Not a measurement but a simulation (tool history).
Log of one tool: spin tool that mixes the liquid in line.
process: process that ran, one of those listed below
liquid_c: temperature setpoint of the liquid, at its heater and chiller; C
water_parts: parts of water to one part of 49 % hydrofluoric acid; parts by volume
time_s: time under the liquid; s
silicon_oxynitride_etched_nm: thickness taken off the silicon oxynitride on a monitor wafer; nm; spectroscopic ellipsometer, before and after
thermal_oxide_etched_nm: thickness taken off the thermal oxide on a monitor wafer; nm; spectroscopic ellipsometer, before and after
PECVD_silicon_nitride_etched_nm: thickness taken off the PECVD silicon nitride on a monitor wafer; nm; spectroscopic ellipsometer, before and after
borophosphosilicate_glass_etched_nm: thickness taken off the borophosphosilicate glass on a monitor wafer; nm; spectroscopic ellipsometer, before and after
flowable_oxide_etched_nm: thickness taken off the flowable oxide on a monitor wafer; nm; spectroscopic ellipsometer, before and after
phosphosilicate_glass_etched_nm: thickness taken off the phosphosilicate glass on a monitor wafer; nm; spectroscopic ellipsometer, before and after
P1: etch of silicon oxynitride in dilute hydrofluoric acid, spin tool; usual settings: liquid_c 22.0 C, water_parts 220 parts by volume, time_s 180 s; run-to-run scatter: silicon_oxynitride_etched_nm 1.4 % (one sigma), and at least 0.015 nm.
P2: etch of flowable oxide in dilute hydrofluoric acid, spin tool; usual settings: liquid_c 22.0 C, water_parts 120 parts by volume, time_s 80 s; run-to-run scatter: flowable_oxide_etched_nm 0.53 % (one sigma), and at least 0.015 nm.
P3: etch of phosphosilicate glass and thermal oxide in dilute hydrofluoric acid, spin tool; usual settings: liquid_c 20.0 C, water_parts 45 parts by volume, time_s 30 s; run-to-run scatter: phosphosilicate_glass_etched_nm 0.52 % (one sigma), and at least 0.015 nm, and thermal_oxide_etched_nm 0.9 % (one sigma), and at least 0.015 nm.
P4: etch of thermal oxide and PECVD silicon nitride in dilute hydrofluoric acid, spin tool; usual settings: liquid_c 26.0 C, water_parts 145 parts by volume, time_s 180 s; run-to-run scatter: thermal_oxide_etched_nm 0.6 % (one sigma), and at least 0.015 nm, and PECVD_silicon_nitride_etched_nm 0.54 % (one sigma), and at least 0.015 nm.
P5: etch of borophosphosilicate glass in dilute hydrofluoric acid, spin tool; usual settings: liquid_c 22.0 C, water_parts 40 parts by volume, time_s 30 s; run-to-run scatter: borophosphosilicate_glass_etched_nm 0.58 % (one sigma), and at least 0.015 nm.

run,hour,process,liquid_c,water_parts,time_s,hours since the thermometer was replaced,hours since the hydrofluoric acid flow meter was replaced,silicon_oxynitride_etched_nm,thermal_oxide_etched_nm,PECVD_silicon_nitride_etched_nm,borophosphosilicate_glass_etched_nm,flowable_oxide_etched_nm,phosphosilicate_glass_etched_nm
1,12.7,P1,22.0,220,180,246.5,679.2,1.87320,,,,,
2,18.5,P4,26.0,145,285,252.3,685.0,,9.2937,12.6350,,,
3,30.1,P5,22.0,40,60,263.9,696.6,,,,67.258,,
4,41.9,P5,22.0,40,30,275.7,708.4,,,,34.117,,
5,48.3,P2,22.0,65,80,282.1,714.8,,,,,34.465,
6,61.5,P1,22.0,220,180,295.3,728.0,1.92880,,,,,
7,73.5,P5,22.0,20,30,307.3,740.0,,,,69.082,,
8,79.5,P1,22.0,220,180,313.3,746.0,1.87520,,,,,
9,87.9,P1,22.0,220,305,321.7,754.4,3.22780,,,,,
10,98.4,P1,17.0,220,180,332.2,764.9,1.49130,,,,,
11,104.6,P5,30.0,40,30,338.4,771.1,,,,46.759,,
12,110.5,P1,22.0,385,180,344.3,777.0,0.95687,,,,,
13,119.3,P3,17.0,45,30,353.1,785.8,,2.4293,,,,71.000
14,127.1,P1,29.0,220,180,360.9,793.6,2.49360,,,,,
15,138.1,P3,20.0,45,30,371.9,804.6,,2.7137,,,,81.746
16,148.7,P4,26.0,200,180,382.5,815.2,,3.9822,5.7832,,,
17,161.1,P3,20.0,45,15,394.9,827.6,,1.3715,,,,40.223
18,173.1,P1,22.0,100,180,406.9,839.6,4.36910,,,,,
19,184.8,P4,31.5,145,180,418.6,851.3,,7.2265,11.2640,,,
20,197.1,P2,22.0,120,155,430.9,863.6,,,,,33.706,
21,207.9,P1,22.0,140,70,441.7,874.4,1.21540,,,,,
22,219.0,P2,22.0,120,80,452.8,885.5,,,,,17.497,
23,231.8,P1,22.0,220,180,465.6,898.3,1.85340,,,,,
24,240.8,P2,17.0,120,80,474.6,907.3,,,,,14.121,
25,251.2,P3,20.0,20,30,485.0,917.7,,6.3442,,,,189.260
26,261.6,P4,26.0,145,180,495.4,928.1,,5.8995,7.9980,,,
27,271.3,P2,22.0,120,80,505.1,937.8,,,,,17.373,
28,284.5,P1,22.0,220,180,518.3,951.0,1.87190,,,,,
29,294.3,P1,22.0,220,75,528.1,960.8,0.78341,,,,,
30,300.2,P1,18.5,220,265,534.0,966.7,2.34750,,,,,
31,308.1,P1,22.0,220,180,541.9,974.6,1.95080,,,,,
32,315.5,P1,22.0,220,180,549.3,982.0,1.98140,,,,,
33,327.0,P1,22.0,220,180,560.8,993.5,2.02160,,,,,
34,337.1,P1,22.0,220,180,570.9,1003.6,2.08000,,,,,
35,350.1,P1,22.0,220,180,583.9,1016.6,2.08100,,,,,
36,356.9,P1,22.0,220,180,590.7,1023.4,2.07920,,,,,
37,367.0,P1,22.0,220,180,600.8,1033.5,2.04810,,,,,

What P1 gives has crept away from where it was. These 2 causes fit the log equally well, each at the size given:
A: liquid hotter than its thermometer reads (K) = 1.85
B: hydrofluoric acid flow above the setpoint (%) = 7.46
The creep began at about hour 308.1.

4 check runs are offered, one wafer each, their results left as question marks. Which one tells the causes apart?
check 1,377.1,P3,20.0,20,30,,,,?,,,,?
check 2,377.1,P2,22.0,120,150,,,,,,,?,
check 3,377.1,P5,26.5,40,50,,,,,,?,,
check 4,377.1,P4,30.5,145,180,,,,?,?,,,

What each check would give under each cause:
check,result,if A,if B
check 1,thermal_oxide_etched_nm,6.8915,6.8494
check 1,phosphosilicate_glass_etched_nm,203.930,202.680
check 2,flowable_oxide_etched_nm,35.248,35.548
check 3,borophosphosilicate_glass_etched_nm,73.344,73.436
check 4,thermal_oxide_etched_nm,7.4051,7.5526
check 4,PECVD_silicon_nitride_etched_nm,11.7960,11.3440
How far apart the two closest causes lie, in the result that separates them most: check 1 0.61 %; check 2 0.85 %; check 3 0.12 %; check 4 3.9 %
Check 4 tells the causes apart: in the others they would give nearly the same result.

Check 4 was then run and gave: thermal_oxide_etched_nm 7.5051 nm; PECVD_silicon_nitride_etched_nm 11.3750 nm. Which cause is it?

It is B: hydrofluoric acid flow above the setpoint (%).
